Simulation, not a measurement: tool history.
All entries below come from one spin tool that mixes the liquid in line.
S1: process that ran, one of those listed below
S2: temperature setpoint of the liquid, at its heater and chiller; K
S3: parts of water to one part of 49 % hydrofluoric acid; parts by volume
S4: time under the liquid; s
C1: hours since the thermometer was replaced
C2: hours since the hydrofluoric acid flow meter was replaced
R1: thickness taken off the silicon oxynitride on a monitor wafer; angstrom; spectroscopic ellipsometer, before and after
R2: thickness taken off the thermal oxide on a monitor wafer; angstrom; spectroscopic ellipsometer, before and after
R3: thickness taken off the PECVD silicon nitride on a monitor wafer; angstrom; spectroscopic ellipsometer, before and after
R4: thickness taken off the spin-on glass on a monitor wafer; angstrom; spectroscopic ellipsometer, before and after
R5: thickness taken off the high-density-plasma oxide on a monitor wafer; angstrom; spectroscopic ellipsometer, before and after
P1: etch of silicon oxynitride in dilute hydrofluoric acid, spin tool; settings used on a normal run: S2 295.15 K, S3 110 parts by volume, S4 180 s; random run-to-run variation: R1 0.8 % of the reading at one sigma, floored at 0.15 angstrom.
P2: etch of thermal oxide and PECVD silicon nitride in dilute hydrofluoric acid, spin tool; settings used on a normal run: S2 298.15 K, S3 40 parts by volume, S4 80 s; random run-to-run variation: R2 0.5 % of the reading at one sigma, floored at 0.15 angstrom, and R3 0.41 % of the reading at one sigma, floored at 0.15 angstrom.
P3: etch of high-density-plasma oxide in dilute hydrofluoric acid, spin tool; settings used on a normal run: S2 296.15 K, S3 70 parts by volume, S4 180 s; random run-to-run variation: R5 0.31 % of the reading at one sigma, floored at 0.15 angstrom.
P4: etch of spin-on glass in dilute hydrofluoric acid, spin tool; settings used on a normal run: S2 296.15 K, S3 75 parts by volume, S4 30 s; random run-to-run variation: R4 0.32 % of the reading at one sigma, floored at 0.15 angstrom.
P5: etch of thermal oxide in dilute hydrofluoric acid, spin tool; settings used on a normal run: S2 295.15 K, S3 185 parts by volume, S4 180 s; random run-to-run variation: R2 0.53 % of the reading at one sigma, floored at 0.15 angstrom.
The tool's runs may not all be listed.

run 1 hour=6.5 | S1=P1 S2=295.15 S3=110 S4=180 | C1=750.5 C2=347.7 | R1=29.2960
run 2 hour=14.2 | S1=P5 S2=295.15 S3=185 S4=340 | C1=758.2 C2=355.4 | R2=74.411
run 3 hour=19.3 | S1=P5 S2=295.15 S3=40 S4=180 | C1=763.3 C2=360.5 | R2=215.200
run 4 hour=24.8 | S1=P2 S2=298.15 S3=20 S4=80 | C1=768.8 C2=366.0 | R2=220.730 R3=236.220
-- hour=28.6 hydrofluoric acid flow meter replaced
run 5 hour=30.9 | S1=P2 S2=298.15 S3=40 S4=80 | C1=774.9 C2=2.3 | R2=107.630 R3=122.250
run 6 hour=38.9 | S1=P1 S2=295.15 S3=110 S4=180 | C1=782.9 C2=10.3 | R1=29.7890
run 7 hour=48.5 | S1=P1 S2=295.15 S3=25 S4=180 | C1=792.5 C2=19.9 | R1=138.2500
run 8 hour=57.9 | S1=P2 S2=298.15 S3=40 S4=80 | C1=801.9 C2=29.3 | R2=107.410 R3=121.890
run 9 hour=65.9 | S1=P4 S2=296.15 S3=75 S4=55 | C1=809.9 C2=37.3 | R4=262.80
run 10 hour=73.7 | S1=P5 S2=290.15 S3=185 S4=180 | C1=817.7 C2=45.1 | R2=32.315
run 11 hour=79.0 | S1=P5 S2=295.15 S3=185 S4=180 | C1=823.0 C2=50.4 | R2=39.446
run 12 hour=88.9 | S1=P1 S2=300.65 S3=110 S4=180 | C1=832.9 C2=60.3 | R1=38.6290
run 13 hour=97.1 | S1=P4 S2=291.65 S3=75 S4=30 | C1=841.1 C2=68.5 | R4=117.90
run 14 hour=102.8 | S1=P4 S2=296.15 S3=75 S4=30 | C1=846.8 C2=74.2 | R4=142.47
run 15 hour=113.8 | S1=P1 S2=290.15 S3=110 S4=180 | C1=857.8 C2=85.2 | R1=23.1130
run 16 hour=119.0 | S1=P1 S2=295.15 S3=110 S4=55 | C1=863.0 C2=90.4 | R1=9.2915
run 17 hour=126.6 | S1=P2 S2=292.15 S3=40 S4=80 | C1=870.6 C2=98.0 | R2=83.315 R3=80.615
run 18 hour=135.8 | S1=P1 S2=301.15 S3=110 S4=320 | C1=879.8 C2=107.2 | R1=70.3570
run 19 hour=142.4 | S1=P3 S2=291.15 S3=70 S4=180 | C1=886.4 C2=113.8 | R5=109.620
run 20 hour=153.3 | S1=P1 S2=295.15 S3=110 S4=180 | C1=897.3 C2=124.7 | R1=29.7670
run 21 hour=161.1 | S1=P1 S2=290.15 S3=40 S4=180 | C1=905.1 C2=132.5 | R1=66.8180
run 22 hour=169.1 | S1=P4 S2=296.15 S3=20 S4=30 | C1=913.1 C2=140.5 | R4=572.72
run 23 hour=177.6 | S1=P1 S2=295.15 S3=155 S4=15 | C1=921.6 C2=149.0 | R1=1.5556
run 24 hour=188.8 | S1=P1 S2=295.15 S3=110 S4=180 | C1=932.8 C2=160.2 | R1=29.4040
run 25 hour=194.5 | S1=P2 S2=298.15 S3=40 S4=120 | C1=938.5 C2=165.9 | R2=160.740 R3=182.160
run 26 hour=204.8 | S1=P3 S2=296.15 S3=70 S4=15 | C1=948.8 C2=176.2 | R5=11.214
run 27 hour=212.6 | S1=P4 S2=296.15 S3=75 S4=30 | C1=956.6 C2=184.0 | R4=143.27
run 28 hour=219.3 | S1=P3 S2=296.15 S3=70 S4=180 | C1=963.3 C2=190.7 | R5=135.030
run 29 hour=224.3 | S1=P3 S2=296.15 S3=70 S4=180 | C1=968.3 C2=195.7 | R5=134.950
run 30 hour=235.5 | S1=P1 S2=295.15 S3=110 S4=180 | C1=979.5 C2=206.9 | R1=29.7080
run 31 hour=243.5 | S1=P1 S2=295.15 S3=155 S4=180 | C1=987.5 C2=214.9 | R1=20.5670
run 32 hour=249.6 | S1=P1 S2=295.15 S3=110 S4=365 | C1=993.6 C2=221.0 | R1=60.6350
run 33 hour=254.6 | S1=P3 S2=296.15 S3=35 S4=180 | C1=998.6 C2=226.0 | R5=281.480
run 34 hour=264.4 | S1=P1 S2=295.15 S3=110 S4=180 | C1=1008.4 C2=235.8 | R1=29.2540
run 35 hour=271.1 | S1=P1 S2=295.15 S3=110 S4=180 | C1=1015.1 C2=242.5 | R1=30.7740
run 36 hour=281.9 | S1=P1 S2=295.15 S3=110 S4=180 | C1=1025.9 C2=253.3 | R1=31.3920
run 37 hour=288.7 | S1=P1 S2=295.15 S3=110 S4=180 | C1=1032.7 C2=260.1 | R1=31.8510
run 38 hour=296.5 | S1=P1 S2=295.15 S3=110 S4=180 | C1=1040.5 C2=267.9 | R1=32.6800
run 39 hour=306.0 | S1=P1 S2=295.15 S3=110 S4=180 | C1=1050.0 C2=277.4 | R1=32.5050
run 40 hour=313.6 | S1=P1 S2=295.15 S3=110 S4=180 | C1=1057.6 C2=285.0 | R1=32.8950
run 41 hour=322.1 | S1=P1 S2=295.15 S3=110 S4=180 | C1=1066.1 C2=293.5 | R1=33.6690
run 42 hour=330.7 | S1=P1 S2=295.15 S3=110 S4=180 | C1=1074.7 C2=302.1 | R1=33.6290
run 43 hour=338.2 | S1=P1 S2=295.15 S3=110 S4=180 | C1=1082.2 C2=309.6 | R1=33.2730

P1 has crept away from where it was. The log is fitted equally well by each of these 2 causes, at the sizes shown:
A: liquid hotter than its thermometer reads (K) = 2.28
B: hydrofluoric acid flow above the setpoint (%) = 10.5
At approximately hour 264.4, the process output began to creep.

The check runs listed below each take one wafer, and their results are still question marks. Under which run would the listed causes lead to clearly different results?
run check 1 hour=345.7 | S1=P4 S2=296.15 S3=20 S4=30 | R4=?
run check 2 hour=345.7 | S1=P5 S2=290.15 S3=85 S4=180 | R2=?
run check 3 hour=345.7 | S1=P3 S2=292.65 S3=70 S4=30 | R5=?
run check 4 hour=345.7 | S1=P2 S2=293.65 S3=40 S4=80 | R2=? R3=?

Check results expected under each cause:
check=check_1 result=R4 if_A=633.87 if_B=637.80
check=check_2 result=R2 if_A=86.266 if_B=87.345
check=check_3 result=R5 if_A=21.385 if_B=21.655
check=check_4 result=R2 if_A=97.659 if_B=98.459
check=check_4 result=R3 if_A=104.640 if_B=98.492
Separation of the two closest causes in each check, using whichever result separates them best: check 1 0.62 %; check 2 1.24 %; check 3 1.25 %; check 4 6.05 %
Only check 4 tells the causes apart: in the others they would give nearly the same result.

Then check 4 was run and gave: R2 98.567 angstrom; R3 98.114 angstrom. Which cause is it?

It is B: hydrofluoric acid flow above the setpoint (%).
